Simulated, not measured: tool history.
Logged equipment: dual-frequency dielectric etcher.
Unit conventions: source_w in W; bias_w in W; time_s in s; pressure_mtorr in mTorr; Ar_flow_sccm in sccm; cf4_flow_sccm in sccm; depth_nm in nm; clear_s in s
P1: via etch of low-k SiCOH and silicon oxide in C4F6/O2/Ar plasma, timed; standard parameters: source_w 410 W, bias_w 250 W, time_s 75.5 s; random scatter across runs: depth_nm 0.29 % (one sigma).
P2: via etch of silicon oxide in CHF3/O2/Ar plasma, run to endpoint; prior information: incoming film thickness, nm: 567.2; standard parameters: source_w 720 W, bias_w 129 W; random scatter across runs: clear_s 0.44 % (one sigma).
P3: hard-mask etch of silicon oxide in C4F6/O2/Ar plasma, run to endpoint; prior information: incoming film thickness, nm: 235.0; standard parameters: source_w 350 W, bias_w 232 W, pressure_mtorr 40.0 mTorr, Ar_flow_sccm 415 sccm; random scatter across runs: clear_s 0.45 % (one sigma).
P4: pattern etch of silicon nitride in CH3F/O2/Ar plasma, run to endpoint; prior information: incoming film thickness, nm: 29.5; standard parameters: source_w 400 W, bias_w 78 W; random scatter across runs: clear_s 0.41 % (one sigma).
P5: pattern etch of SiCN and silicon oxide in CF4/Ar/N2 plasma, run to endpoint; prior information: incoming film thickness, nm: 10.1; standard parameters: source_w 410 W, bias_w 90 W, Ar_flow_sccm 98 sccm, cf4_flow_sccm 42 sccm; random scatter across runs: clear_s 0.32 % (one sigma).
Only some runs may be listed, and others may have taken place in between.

Run 1, hour 5.2: process P1, source_w 410 W, bias_w 250 W, time_s 75.5 s. Result: depth_nm 234.51 nm.
Run 2, hour 11.8: process P4, source_w 400 W, bias_w 78 W. Result: clear_s 40.355 s.
Run 3, hour 20.0: process P1, source_w 410 W, bias_w 250 W, time_s 75.5 s. Result: depth_nm 234.63 nm.
Run 4, hour 27.5: process P3, source_w 350 W, bias_w 232 W, pressure_mtorr 40.0 mTorr, Ar_flow_sccm 415 sccm. Result: clear_s 77.738 s.
Run 5, hour 38.8: process P3, source_w 200 W, bias_w 232 W, pressure_mtorr 40.0 mTorr, Ar_flow_sccm 415 sccm. Result: clear_s 95.568 s.
Run 6, hour 44.6: process P3, source_w 350 W, bias_w 232 W, pressure_mtorr 40.0 mTorr, Ar_flow_sccm 415 sccm. Result: clear_s 77.900 s.
Run 7, hour 51.8: process P1, source_w 540 W, bias_w 332 W, time_s 75.5 s. Result: depth_nm 288.72 nm.
Run 8, hour 63.3: process P1, source_w 410 W, bias_w 335 W, time_s 75.5 s. Result: depth_nm 259.58 nm.
Run 9, hour 68.3: process P2, source_w 720 W, bias_w 78 W. Result: clear_s 346.980 s.
At hour 77.9: wet clean of the chamber.
Run 10, hour 79.2: process P1, source_w 410 W, bias_w 250 W, time_s 41.5 s. Result: depth_nm 128.61 nm.
Run 11, hour 90.6: process P1, source_w 490 W, bias_w 250 W, time_s 75.5 s. Result: depth_nm 252.61 nm.
Run 12, hour 102.1: process P3, source_w 350 W, bias_w 307 W, pressure_mtorr 40.0 mTorr, Ar_flow_sccm 415 sccm. Result: clear_s 70.710 s.
Run 13, hour 110.4: process P5, source_w 410 W, bias_w 90 W, Ar_flow_sccm 98 sccm, cf4_flow_sccm 42 sccm. Result: clear_s 12.893 s.
Run 14, hour 121.6: process P3, source_w 350 W, bias_w 232 W, pressure_mtorr 53.5 mTorr, Ar_flow_sccm 415 sccm. Result: clear_s 80.790 s.
Run 15, hour 131.4: process P1, source_w 410 W, bias_w 250 W, time_s 111.0 s. Result: depth_nm 345.39 nm.
Run 16, hour 139.3: process P5, source_w 410 W, bias_w 56 W, Ar_flow_sccm 98 sccm, cf4_flow_sccm 42 sccm. Result: clear_s 15.345 s.
Run 17, hour 146.7: process P1, source_w 410 W, bias_w 250 W, time_s 75.5 s. Result: depth_nm 234.62 nm.
Run 18, hour 154.0: process P5, source_w 520 W, bias_w 90 W, Ar_flow_sccm 98 sccm, cf4_flow_sccm 42 sccm. Result: clear_s 10.529 s.
Run 19, hour 161.8: process P2, source_w 720 W, bias_w 129 W. Result: clear_s 298.400 s.
Run 20, hour 171.7: process P3, source_w 350 W, bias_w 232 W, pressure_mtorr 40.0 mTorr, Ar_flow_sccm 283 sccm. Result: clear_s 74.464 s.
Run 21, hour 181.5: process P4, source_w 400 W, bias_w 47 W. Result: clear_s 47.901 s.
Run 22, hour 187.5: process P1, source_w 410 W, bias_w 250 W, time_s 75.5 s. Result: depth_nm 234.97 nm.
Run 23, hour 193.4: process P5, source_w 410 W, bias_w 90 W, Ar_flow_sccm 98 sccm, cf4_flow_sccm 29 sccm. Result: clear_s 13.710 s.
Run 24, hour 202.9: process P2, source_w 940 W, bias_w 129 W. Result: clear_s 267.710 s.

The next listed run, before its measurement:
Run 25, hour 211.6: process P4, source_w 510 W, bias_w 78 W. Result: clear_s ?.

Run 25 yielded clear_s 36.821 s.
